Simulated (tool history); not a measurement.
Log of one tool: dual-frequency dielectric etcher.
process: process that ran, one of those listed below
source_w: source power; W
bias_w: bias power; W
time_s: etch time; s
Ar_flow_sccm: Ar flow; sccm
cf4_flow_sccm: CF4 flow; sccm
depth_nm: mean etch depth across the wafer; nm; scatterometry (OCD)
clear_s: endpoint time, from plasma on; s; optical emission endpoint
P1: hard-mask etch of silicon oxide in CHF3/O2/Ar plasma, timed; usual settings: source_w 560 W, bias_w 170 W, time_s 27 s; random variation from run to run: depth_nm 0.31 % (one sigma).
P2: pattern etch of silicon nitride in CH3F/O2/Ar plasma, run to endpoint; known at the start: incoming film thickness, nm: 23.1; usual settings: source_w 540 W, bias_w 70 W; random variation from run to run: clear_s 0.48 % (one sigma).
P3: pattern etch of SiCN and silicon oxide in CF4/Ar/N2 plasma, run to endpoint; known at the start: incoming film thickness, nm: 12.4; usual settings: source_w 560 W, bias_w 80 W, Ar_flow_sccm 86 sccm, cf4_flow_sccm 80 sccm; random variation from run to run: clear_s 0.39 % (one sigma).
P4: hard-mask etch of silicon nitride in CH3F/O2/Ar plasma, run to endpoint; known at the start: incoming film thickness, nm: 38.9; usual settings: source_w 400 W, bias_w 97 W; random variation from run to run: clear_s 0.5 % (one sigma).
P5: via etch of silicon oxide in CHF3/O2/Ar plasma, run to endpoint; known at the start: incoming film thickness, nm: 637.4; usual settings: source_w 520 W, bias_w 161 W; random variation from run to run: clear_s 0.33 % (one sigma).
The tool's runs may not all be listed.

run	hour	process	source_w	bias_w	time_s	Ar_flow_sccm	cf4_flow_sccm	hours since the last wet clean	hours since the last source power generator calibration	hours since the last bias power generator calibration	depth_nm	clear_s
1	7.3	P1	560	170	27			347.3	1649.5	953	52.231	
2	15.7	P1	560	111	36			355.7	1657.9	961.4	60.88	
3	24.7	P5	520	213				364.7	1666.9	970.4		316.79
4	33.4	P4	260	97				373.4	1675.6	979.1		59.376
5	47.4	P3	560	80		86	80	387.4	1689.6	993.1		11.173
6	57.2	P1	430	170	21.5			397.2	1699.4	1002.9	37.465	
7	65.4	P2	540	83				405.4	1707.6	1011.1		27.878
8	73.6	P1	780	170	27			413.6	1715.8	1019.3	59.388	
9	86.3	P3	560	95		86	80	426.3	1728.5	1032		10.526
10	93.7	P5	520	161				433.7	1735.9	1039.4		349.68
11	101.5	P3	750	80		86	80	441.5	1743.7	1047.2		8.5569
12	113.9	P3	560	80		86	113	453.9	1756.1	1059.6		10.651
13	130	P3	560	80		86	80	470	1772.2	1075.7		11.187
14	139.4	P1	560	170	27			479.4	1781.6	1085.1	52.129	
15	153.1	P2	540	70				493.1	1795.3	1098.8		29.723
16	166.1	P4	400	125				506.1	1808.3	1111.8		46.265
17	173.1	P1	560	170	27			513.1	1815.3	1118.8	51.915	
18	186.6	P1	560	110	27			526.6	1828.8	1132.3	45.504	
19	196.6	P2	310	70				536.6	1838.8	1142.3		36.688
20	205.8	P1	560	170	27			545.8	1848	1151.5	51.988	
21	217.1	P1	780	210	27			557.1	1859.3	1162.8	63.586	
22	224.5	P4	400	97				564.5	1866.7	1170.2		50.482
23	239.6	P1	560	170	16			579.6	1881.8	1185.3	30.942	
24	246.9	P1	560	170	40			586.9	1889.1	1192.6	77.51	
25	254.9	P1	560	170	27			594.9	1897.1	1200.6	52.001	
# hour 260.6: bias power generator calibrated
26	269.3	P5	730	161				609.3	1911.5	8.8		306.21
27	282.4	P3	560	80		56	80	622.4	1924.6	21.9		10.571
28	294.4	P1	560	170	27			634.4	1936.6	33.9	52.119	
29	302.8	P1	560	209	27			642.8	1945	42.3	56.354	
30	310.1	P1	380	170	27			650.1	1952.3	49.6	45.2	
31	319	P4	400	97				659	1961.2	58.5		50.594
32	327.5	P1	560	170	27			667.5	1969.7	67	51.996	
33	337.4	P1	560	170	27			677.4	1979.6	76.9	51.841	
34	345.5	P1	560	170	27			685.5	1987.7	85	51.411	
35	360.4	P1	560	170	27			700.4	2002.6	99.9	51.568	
# hour 368.4: wet clean of the chamber
36	376.3	P1	560	170	27			7.9	2018.5	115.8	51.225	
37	384.3	P1	560	170	27			15.9	2026.5	123.8	51.366	
38	394.7	P1	560	170	27			26.3	2036.9	134.2	51.347	
39	402.1	P1	560	170	27			33.7	2044.3	141.6	51.505	

What P1 gives has crept away from where it was. These 2 causes fit the log equally well, each at the size given:
A: source power that arrives under what is set, % = 3.97
B: bias power that arrives under what is set, % = 4.56
The creep began at about hour 327.5.
Why every other cause is out:
chamber walls in a state that lowers the etch rate, %: serviced at hour 368.4, which brought nothing back

4 check runs are offered, each on 2 wafers whose results are averaged, their results left as question marks. Which one tells the causes apart?
check 1	409.5	P4	270	97								?
check 2	409.5	P2	320	81								?
check 3	409.5	P3	560	80		65	80					?
check 4	409.5	P5	520	202								?

What each check would give under each cause:
check	result	if A	if B
check 1	clear_s	59.341	59.484
check 2	clear_s	34.983	35.032
check 3	clear_s	11.118	10.881
check 4	clear_s	327.87	328.13
How far apart the two closest causes lie, in the result that separates them most: check 1 0.24 %; check 2 0.14 %; check 3 2.15 %; check 4 0.08 %
Check 3 tells the causes apart: in the others they would give nearly the same result.

Then check 3 was run and gave: clear_s 10.847 s. Which cause is it?

It is B: bias power that arrives under what is set, %.
